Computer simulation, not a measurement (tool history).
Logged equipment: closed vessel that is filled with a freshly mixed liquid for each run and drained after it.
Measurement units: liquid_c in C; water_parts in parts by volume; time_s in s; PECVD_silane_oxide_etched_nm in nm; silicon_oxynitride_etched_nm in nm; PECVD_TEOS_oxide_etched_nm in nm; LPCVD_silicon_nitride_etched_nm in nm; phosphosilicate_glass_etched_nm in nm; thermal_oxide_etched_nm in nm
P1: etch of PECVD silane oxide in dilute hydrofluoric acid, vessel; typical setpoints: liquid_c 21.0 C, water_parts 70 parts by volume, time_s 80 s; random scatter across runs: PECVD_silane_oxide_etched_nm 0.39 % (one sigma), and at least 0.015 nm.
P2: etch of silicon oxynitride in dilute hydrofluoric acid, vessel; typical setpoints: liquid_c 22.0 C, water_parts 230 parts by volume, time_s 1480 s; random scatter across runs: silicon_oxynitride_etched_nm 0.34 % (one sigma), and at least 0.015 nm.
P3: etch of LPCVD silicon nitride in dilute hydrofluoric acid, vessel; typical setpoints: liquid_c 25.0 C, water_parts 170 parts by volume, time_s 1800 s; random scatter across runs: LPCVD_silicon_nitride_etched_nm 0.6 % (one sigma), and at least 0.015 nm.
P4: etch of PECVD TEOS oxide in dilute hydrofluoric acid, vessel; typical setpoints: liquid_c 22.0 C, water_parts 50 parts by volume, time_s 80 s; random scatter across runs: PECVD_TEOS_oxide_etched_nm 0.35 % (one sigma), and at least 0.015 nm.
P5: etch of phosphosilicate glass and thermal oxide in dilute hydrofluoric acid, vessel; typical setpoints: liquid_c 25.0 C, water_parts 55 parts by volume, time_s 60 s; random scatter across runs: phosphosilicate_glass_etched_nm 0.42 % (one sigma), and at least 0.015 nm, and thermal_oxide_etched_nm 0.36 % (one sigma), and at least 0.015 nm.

run	day	process	liquid_c	water_parts	time_s	hours since the thermometer was replaced	hours since the hydrofluoric acid flow meter was replaced	PECVD_silane_oxide_etched_nm	silicon_oxynitride_etched_nm	PECVD_TEOS_oxide_etched_nm	LPCVD_silicon_nitride_etched_nm	phosphosilicate_glass_etched_nm	thermal_oxide_etched_nm
1	0.379	P1	21.0	70	80	136.9	245.9	51.458					
2	0.929	P2	22.0	230	785	150.1	259.1		11.447				
3	1.238	P2	22.0	230	1480	157.5	266.5		21.465				
4	1.738	P4	22.0	50	145	169.5	278.5			24.156			
5	2.200	P3	25.0	285	1800	180.6	289.6				2.9817		
6	2.583	P3	31.5	170	1800	189.8	298.8				7.4816		
7	3.000	P1	21.0	70	80	199.8	308.8	51.322					
# day 3.379: thermometer replaced
8	3.433	P5	20.5	55	60	1.3	319.2					146.850	4.6099
9	4.042	P1	21.0	70	35	15.9	333.8	22.604					
10	4.454	P1	28.0	70	80	25.8	343.7	68.955					
11	5.050	P5	25.0	55	110	40.1	358.0					322.290	10.1870
12	5.379	P1	17.0	70	80	48.0	365.9	43.554					
13	5.854	P5	25.0	95	60	59.4	377.3					96.306	3.0405
14	6.208	P4	22.0	20	80	67.9	385.8			34.668			
15	6.821	P3	25.0	170	1800	82.6	400.5				4.9961		
16	7.350	P4	26.5	50	80	95.3	413.2			16.073			
17	7.954	P1	21.0	70	80	109.8	427.7	51.318					
18	8.300	P3	25.0	170	2765	118.1	436.0				7.7518		
19	8.808	P1	21.0	100	80	130.3	448.2	34.764					
20	9.150	P1	21.0	70	155	138.5	456.4	99.781					
21	9.588	P4	22.0	50	80	149.0	466.9			13.274			
22	10.154	P1	21.0	20	135	162.6	480.5	326.360					
23	10.700	P2	18.0	230	1480	175.7	493.6		17.794				
24	11.258	P2	22.0	85	1480	189.1	507.0		64.362				
25	11.571	P1	21.0	25	80	196.6	514.5	153.060					
26	12.100	P3	25.0	170	1800	209.3	527.2				5.0736		
27	12.367	P1	17.0	105	80	215.7	533.6	27.886					
28	12.808	P1	21.0	70	80	226.3	544.2	51.652					
29	13.350	P1	21.0	95	135	239.3	557.2	62.200					
30	13.917	P5	25.0	55	60	252.9	570.8					175.850	5.5883
31	14.233	P1	21.0	70	80	260.5	578.4	51.593					
32	14.750	P1	21.0	70	80	272.9	590.8	53.639					
33	15.054	P1	21.0	70	80	280.2	598.1	54.240					
34	15.471	P1	21.0	70	80	290.2	608.1	54.694					
35	15.962	P1	21.0	70	80	302.0	619.9	55.461					
36	16.396	P1	21.0	70	80	312.4	630.3	55.558					
37	16.979	P1	21.0	70	80	326.4	644.3	54.992					
38	17.308	P1	21.0	70	80	334.3	652.2	55.613					

P1 has crept away from where it was. The log is fitted equally well by each of these 2 causes, at the sizes shown:
A: liquid hotter than its thermometer reads (K) = 1.83
B: hydrofluoric acid flow above the setpoint (%) = 7.19
The gradual shift began around day 14.233.

Each of the 4 check runs below uses one wafer; its results are left as question marks. Which run tells the causes apart?
check 1	17.638	P3	25.0	170	1800						?		
check 2	17.638	P5	25.0	55	60							?	?
check 3	17.638	P4	22.0	50	80					?			
check 4	17.638	P2	22.0	230	1480				?				

Expected result of each check under each candidate cause:
check	result	if A	if B
check 1	LPCVD_silicon_nitride_etched_nm	5.6351	5.3811
check 2	phosphosilicate_glass_etched_nm	189.520	189.630
check 2	thermal_oxide_etched_nm	5.9827	5.9861
check 3	PECVD_TEOS_oxide_etched_nm	14.392	14.358
check 4	silicon_oxynitride_etched_nm	23.246	23.217
Smallest distance between any two causes, each pair judged by its most separating result, in per cent: check 1 4.61 %; check 2 0.06 %; check 3 0.24 %; check 4 0.12 %
Check 1 is the one run that separates the causes; every other check would come out nearly the same whichever cause is at work.

Check 1 was carried out, with these results: LPCVD_silicon_nitride_etched_nm 5.6343 nm. Which of the listed causes is responsible?

It is A: liquid hotter than its thermometer reads (K).

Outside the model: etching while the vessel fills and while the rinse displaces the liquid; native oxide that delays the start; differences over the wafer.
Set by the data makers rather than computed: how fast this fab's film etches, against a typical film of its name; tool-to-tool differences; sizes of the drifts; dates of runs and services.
